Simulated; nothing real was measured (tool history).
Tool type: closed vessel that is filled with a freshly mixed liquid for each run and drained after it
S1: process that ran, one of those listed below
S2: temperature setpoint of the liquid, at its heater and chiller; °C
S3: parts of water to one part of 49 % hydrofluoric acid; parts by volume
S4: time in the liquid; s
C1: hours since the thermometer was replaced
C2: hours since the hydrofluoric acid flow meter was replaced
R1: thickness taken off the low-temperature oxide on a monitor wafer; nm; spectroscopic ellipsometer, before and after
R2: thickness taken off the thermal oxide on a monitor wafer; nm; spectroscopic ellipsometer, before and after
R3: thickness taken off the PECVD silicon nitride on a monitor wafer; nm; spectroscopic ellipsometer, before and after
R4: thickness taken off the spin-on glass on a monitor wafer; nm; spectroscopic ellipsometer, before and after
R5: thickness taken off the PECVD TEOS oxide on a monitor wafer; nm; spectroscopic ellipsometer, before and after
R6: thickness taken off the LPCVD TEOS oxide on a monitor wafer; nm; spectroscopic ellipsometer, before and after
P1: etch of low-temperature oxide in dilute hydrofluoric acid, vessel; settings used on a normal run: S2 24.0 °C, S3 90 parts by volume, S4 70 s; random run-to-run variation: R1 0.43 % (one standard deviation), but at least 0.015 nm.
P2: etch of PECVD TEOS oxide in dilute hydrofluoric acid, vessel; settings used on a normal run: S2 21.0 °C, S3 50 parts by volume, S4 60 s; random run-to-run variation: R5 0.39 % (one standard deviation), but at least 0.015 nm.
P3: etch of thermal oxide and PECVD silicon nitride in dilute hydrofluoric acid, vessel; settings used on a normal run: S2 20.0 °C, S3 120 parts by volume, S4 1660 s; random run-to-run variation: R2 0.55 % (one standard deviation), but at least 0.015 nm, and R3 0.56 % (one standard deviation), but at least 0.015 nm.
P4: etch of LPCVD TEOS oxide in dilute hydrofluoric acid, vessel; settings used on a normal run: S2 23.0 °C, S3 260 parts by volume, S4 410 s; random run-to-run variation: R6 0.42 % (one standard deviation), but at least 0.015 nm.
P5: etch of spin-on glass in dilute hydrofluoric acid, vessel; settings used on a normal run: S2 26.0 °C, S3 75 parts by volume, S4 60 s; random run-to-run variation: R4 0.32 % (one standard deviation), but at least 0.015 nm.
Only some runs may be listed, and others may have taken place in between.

run,day,S1,S2,S3,S4,C1,C2,R1,R2,R3,R4,R5,R6
1,0.212,P1,24.0,90,70,1557.7,1231.4,14.0530,,,,,
2,0.504,P3,26.5,120,1660,1564.7,1238.4,,71.040,76.835,,,
3,0.792,P1,24.0,45,70,1571.6,1245.3,29.5540,,,,,
4,1.067,P5,26.0,75,60,1578.2,1251.9,,,,50.766,,
5,1.296,P1,24.0,125,70,1583.7,1257.4,9.7917,,,,,
6,1.554,P1,24.0,90,100,1589.9,1263.6,20.2240,,,,,
7,1.812,P2,21.0,50,95,1596.1,1269.8,,,,,43.612,
8,2.067,P5,17.5,75,60,1602.2,1275.9,,,,35.754,,
9,2.271,P2,21.0,75,60,1607.1,1280.8,,,,,17.781,
10,2.421,P1,28.5,90,70,1610.7,1284.4,16.8010,,,,,
11,2.688,P2,27.5,50,60,1617.1,1290.8,,,,,35.933,
12,2.938,P2,21.0,50,60,1623.1,1296.8,,,,,27.607,
13,3.125,P1,19.5,90,70,1627.6,1301.3,11.7350,,,,,
14,3.325,P4,23.0,260,410,1632.4,1306.1,,,,,,30.200
15,3.571,P1,29.0,90,30,1638.3,1312.0,7.3792,,,,,
16,3.742,P3,20.0,190,1660,1642.4,1316.1,,32.200,32.180,,,
17,4.042,P1,24.0,90,70,1649.6,1323.3,14.0820,,,,,
18,4.225,P5,26.0,75,60,1654.0,1327.7,,,,50.391,,
# day 4.325: hydrofluoric acid flow meter replaced
19,4.408,P2,21.0,50,60,1658.4,2.1,,,,,27.669,
20,4.708,P1,24.0,90,70,1665.6,9.3,14.1150,,,,,
21,4.971,P3,20.0,120,3070,1671.9,15.6,,100.860,92.802,,,
22,5.300,P4,28.0,260,410,1679.8,23.5,,,,,,35.993
23,5.617,P3,20.0,120,1660,1687.4,31.1,,54.263,50.125,,,
24,5.933,P4,23.0,260,150,1695.0,38.7,,,,,,10.955
25,6.188,P5,26.0,110,60,1701.1,44.8,,,,32.956,,
26,6.392,P1,24.0,90,70,1706.0,49.7,14.1090,,,,,
27,6.679,P1,24.0,90,70,1712.9,56.6,14.0910,,,,,
28,6.833,P1,24.0,90,30,1716.6,60.3,5.9898,,,,,
29,7.150,P4,23.0,75,410,1724.2,67.9,,,,,,128.330
30,7.462,P5,26.0,75,95,1731.7,75.4,,,,80.013,,
31,7.683,P1,24.0,90,70,1737.0,80.7,14.1920,,,,,
32,7.942,P1,24.0,90,70,1743.2,86.9,14.8020,,,,,
33,8.254,P1,24.0,90,70,1750.7,94.4,15.1780,,,,,
34,8.521,P1,24.0,90,70,1757.1,100.8,15.3080,,,,,
35,8.688,P1,24.0,90,70,1761.1,104.8,15.2390,,,,,
36,8.883,P1,24.0,90,70,1765.8,109.5,15.4760,,,,,
37,9.096,P1,24.0,90,70,1770.9,114.6,15.4680,,,,,
38,9.275,P1,24.0,90,70,1775.2,118.9,15.4720,,,,,

What P1 gives has crept away from where it was. These 2 causes fit the log equally well, each at the size given:
A: hydrofluoric acid flow above the setpoint (%) = 8.77
B: liquid hotter than its thermometer reads (K) = 2.36
Onset of the creep was near day 7.683.

4 check runs are offered, one wafer each, their results left as question marks. Which one tells the causes apart?
check 1,9.454,P4,23.0,85,410,,,,,,,,?
check 2,9.454,P2,25.0,50,60,,,,,,,?,
check 3,9.454,P5,19.0,75,60,,,,,,?,,
check 4,9.454,P3,24.5,120,2955,,,,?,?,,,

What every check run would give for each of its results, assuming each possible cause in turn:
check,result,if A,if B
check 1,R6,122.750,122.980
check 2,R5,35.564,35.775
check 3,R4,41.632,41.941
check 4,R2,128.270,127.600
check 4,R3,130.600,139.890
Gap, in per cent, between the two causes that each check separates least, read from the result that separates them most: check 1 0.19 %; check 2 0.59 %; check 3 0.74 %; check 4 6.88 %
Check 4 tells the causes apart: in the others they would give nearly the same result.

The results of check 4 are: R2 128.340 nm; R3 139.160 nm. Based on these, which of the listed causes is it?

It was cause B: liquid hotter than its thermometer reads (K).
